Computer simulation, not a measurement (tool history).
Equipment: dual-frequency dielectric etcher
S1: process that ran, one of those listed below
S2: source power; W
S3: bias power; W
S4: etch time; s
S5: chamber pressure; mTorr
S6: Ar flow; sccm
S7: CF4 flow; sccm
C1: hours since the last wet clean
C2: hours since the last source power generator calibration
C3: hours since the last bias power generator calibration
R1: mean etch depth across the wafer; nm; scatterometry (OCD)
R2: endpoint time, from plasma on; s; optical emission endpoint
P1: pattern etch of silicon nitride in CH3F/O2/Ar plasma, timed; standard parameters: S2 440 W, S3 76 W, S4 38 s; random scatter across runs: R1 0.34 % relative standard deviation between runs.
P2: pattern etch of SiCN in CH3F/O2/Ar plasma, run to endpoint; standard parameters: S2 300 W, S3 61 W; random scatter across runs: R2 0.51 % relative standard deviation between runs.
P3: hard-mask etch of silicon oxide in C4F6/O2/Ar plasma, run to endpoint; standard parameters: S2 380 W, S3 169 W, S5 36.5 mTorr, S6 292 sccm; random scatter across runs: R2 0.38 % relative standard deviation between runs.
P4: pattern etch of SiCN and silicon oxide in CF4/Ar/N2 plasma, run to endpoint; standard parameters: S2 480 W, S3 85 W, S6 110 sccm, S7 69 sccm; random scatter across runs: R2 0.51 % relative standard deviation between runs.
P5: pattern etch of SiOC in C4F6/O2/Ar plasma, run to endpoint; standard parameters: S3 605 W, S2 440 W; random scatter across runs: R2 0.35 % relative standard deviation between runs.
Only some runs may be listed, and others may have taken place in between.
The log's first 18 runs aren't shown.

run   hour  S1   S2   S3  S4    S5   S6  S7     C1      C2      C3      R1      R2
 19  183.5  P4  480   85            110  85  245.1  2259.1  1506.7          13.086
 20  193.2  P3  380  169      50.5  292      254.8  2268.8  1516.4          70.786
 21  199.9  P1  510   95  38                 261.5  2275.5  1523.1  31.136
 22  214.3  P3  280  169      36.5  292      275.9  2289.9  1537.5          77.604
 23  223.4  P4  480   85            110  69  285.0  2299.0  1546.6          13.578
 24  232.0  P1  440   76  21                 293.6  2307.6  1555.2  15.099
 25  242.0  P2  300   82                     303.6  2317.6  1565.2          20.198
 26  251.4  P1  340   76  38                 313.0  2327.0  1574.6  24.686
 27  260.0  P3  380  169      36.5  292      321.6  2335.6  1583.2          68.493

Run 28 has not been measured yet. What should we expect?
 28  271.6  P4  480  85          133  69  333.2  2347.2  1594.8       ?

R2: 13.876 s
